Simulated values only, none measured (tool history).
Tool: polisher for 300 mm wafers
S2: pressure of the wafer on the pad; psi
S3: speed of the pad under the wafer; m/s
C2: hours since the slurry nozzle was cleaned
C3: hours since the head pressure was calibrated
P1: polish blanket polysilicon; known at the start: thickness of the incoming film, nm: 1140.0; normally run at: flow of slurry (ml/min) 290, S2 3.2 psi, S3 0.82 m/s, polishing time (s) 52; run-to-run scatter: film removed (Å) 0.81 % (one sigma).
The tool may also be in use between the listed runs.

{"run": 1, "hour": 3.4, "flow of slurry (ml/min)": 290, "S2": 3.2, "S3": 0.82, "polishing time (s)": 52, "wafers polished on this pad": 234, "C2": 532.2, "C3": 171.8, "film removed (Å)": 3894.9}
{"run": 2, "hour": 8.7, "flow of slurry (ml/min)": 290, "S2": 3.2, "S3": 0.82, "polishing time (s)": 52, "wafers polished on this pad": 307, "C2": 537.5, "C3": 177.1, "film removed (Å)": 3960.3}
{"run": 3, "hour": 14.4, "flow of slurry (ml/min)": 290, "S2": 3.2, "S3": 0.82, "polishing time (s)": 52, "wafers polished on this pad": 386, "C2": 543.2, "C3": 182.8, "film removed (Å)": 3935.4}
{"run": 4, "hour": 21.7, "flow of slurry (ml/min)": 290, "S2": 1.5, "S3": 1.2, "polishing time (s)": 52, "wafers polished on this pad": 487, "C2": 550.5, "C3": 190.1, "film removed (Å)": 2690.4}
{"run": 5, "hour": 25.8, "flow of slurry (ml/min)": 220, "S2": 3.2, "S3": 1.16, "polishing time (s)": 52, "wafers polished on this pad": 543, "C2": 554.6, "C3": 194.2, "film removed (Å)": 5313.6}
{"run": 6, "hour": 32.4, "flow of slurry (ml/min)": 290, "S2": 4.6, "S3": 0.82, "polishing time (s)": 75, "wafers polished on this pad": 634, "C2": 561.2, "C3": 200.8, "film removed (Å)": 8208}
{"run": 7, "hour": 40.3, "flow of slurry (ml/min)": 290, "S2": 3.2, "S3": 0.82, "polishing time (s)": 52, "wafers polished on this pad": 743, "C2": 569.1, "C3": 208.7, "film removed (Å)": 3934.9}
{"run": 8, "hour": 43.9, "flow of slurry (ml/min)": 290, "S2": 3.2, "S3": 1.18, "polishing time (s)": 52, "wafers polished on this pad": 793, "C2": 572.7, "C3": 212.3, "film removed (Å)": 5709.6}
{"run": 9, "hour": 51.5, "flow of slurry (ml/min)": 290, "S2": 3.2, "S3": 0.4, "polishing time (s)": 52, "wafers polished on this pad": 898, "C2": 580.3, "C3": 219.9, "film removed (Å)": 1926.5}
{"run": 10, "hour": 55.6, "flow of slurry (ml/min)": 290, "S2": 3.2, "S3": 0.82, "polishing time (s)": 72, "wafers polished on this pad": 954, "C2": 584.4, "C3": 224, "film removed (Å)": 5372.8}
{"run": 11, "hour": 63.0, "flow of slurry (ml/min)": 290, "S2": 3.2, "S3": 0.82, "polishing time (s)": 52, "wafers polished on this pad": 1056, "C2": 591.8, "C3": 231.4, "film removed (Å)": 3931.7}
{"run": 12, "hour": 69.9, "flow of slurry (ml/min)": 290, "S2": 3.2, "S3": 0.82, "polishing time (s)": 30, "wafers polished on this pad": 1151, "C2": 598.7, "C3": 238.3, "film removed (Å)": 2291.1}
{"run": 13, "hour": 74.7, "flow of slurry (ml/min)": 290, "S2": 4.9, "S3": 0.82, "polishing time (s)": 52, "wafers polished on this pad": 1218, "C2": 603.5, "C3": 243.1, "film removed (Å)": 5989.9}
{"run": 14, "hour": 82.0, "flow of slurry (ml/min)": 175, "S2": 3.2, "S3": 0.82, "polishing time (s)": 52, "wafers polished on this pad": 1318, "C2": 610.8, "C3": 250.4, "film removed (Å)": 3652}
{"run": 15, "hour": 85.7, "flow of slurry (ml/min)": 290, "S2": 3.2, "S3": 0.82, "polishing time (s)": 52, "wafers polished on this pad": 1369, "C2": 614.5, "C3": 254.1, "film removed (Å)": 3948.1}
{"run": 16, "hour": 93.2, "flow of slurry (ml/min)": 400, "S2": 3.2, "S3": 0.82, "polishing time (s)": 52, "wafers polished on this pad": 1473, "C2": 622, "C3": 261.6, "film removed (Å)": 4025}
{"run": 17, "hour": 99.6, "flow of slurry (ml/min)": 290, "S2": 2.3, "S3": 0.82, "polishing time (s)": 52, "wafers polished on this pad": 1561, "C2": 628.4, "C3": 268, "film removed (Å)": 2852.6}
{"run": 18, "hour": 103.7, "flow of slurry (ml/min)": 290, "S2": 3.2, "S3": 0.82, "polishing time (s)": 52, "wafers polished on this pad": 1617, "C2": 632.5, "C3": 272.1, "film removed (Å)": 3918.8}
{"run": 19, "hour": 107.6, "flow of slurry (ml/min)": 290, "S2": 3.2, "S3": 0.82, "polishing time (s)": 52, "wafers polished on this pad": 1671, "C2": 636.4, "C3": 276, "film removed (Å)": 3898.3}
{"run": 20, "hour": 113.5, "flow of slurry (ml/min)": 290, "S2": 3.2, "S3": 0.82, "polishing time (s)": 52, "wafers polished on this pad": 1753, "C2": 642.3, "C3": 281.9, "film removed (Å)": 3880.7}
{"run": 21, "hour": 120.8, "flow of slurry (ml/min)": 290, "S2": 3.2, "S3": 0.82, "polishing time (s)": 52, "wafers polished on this pad": 1853, "C2": 649.6, "C3": 289.2, "film removed (Å)": 3838.4}
{"run": 22, "hour": 127.8, "flow of slurry (ml/min)": 290, "S2": 3.2, "S3": 0.82, "polishing time (s)": 52, "wafers polished on this pad": 1950, "C2": 656.6, "C3": 296.2, "film removed (Å)": 3855.8}
{"hour": 131.5, "done": "worn pad replaced by a new one"}
{"run": 23, "hour": 133.4, "flow of slurry (ml/min)": 290, "S2": 3.2, "S3": 0.82, "polishing time (s)": 52, "wafers polished on this pad": 27, "C2": 662.2, "C3": 301.8, "film removed (Å)": 3809.6}
{"run": 24, "hour": 137.2, "flow of slurry (ml/min)": 290, "S2": 3.2, "S3": 0.82, "polishing time (s)": 52, "wafers polished on this pad": 79, "C2": 666, "C3": 305.6, "film removed (Å)": 3779.2}
{"run": 25, "hour": 145.1, "flow of slurry (ml/min)": 290, "S2": 3.2, "S3": 0.82, "polishing time (s)": 52, "wafers polished on this pad": 188, "C2": 673.9, "C3": 313.5, "film removed (Å)": 3762.4}
{"run": 26, "hour": 152.3, "flow of slurry (ml/min)": 290, "S2": 3.2, "S3": 0.82, "polishing time (s)": 52, "wafers polished on this pad": 287, "C2": 681.1, "C3": 320.7, "film removed (Å)": 3754.4}

Forecast run 27:
{"run": 27, "hour": 155.7, "flow of slurry (ml/min)": 290, "S2": 3.2, "S3": 0.82, "polishing time (s)": 52, "wafers polished on this pad": 334, "C2": 684.5, "C3": 324.1, "film removed (Å)": "?"}

film removed (Å): 3775.8

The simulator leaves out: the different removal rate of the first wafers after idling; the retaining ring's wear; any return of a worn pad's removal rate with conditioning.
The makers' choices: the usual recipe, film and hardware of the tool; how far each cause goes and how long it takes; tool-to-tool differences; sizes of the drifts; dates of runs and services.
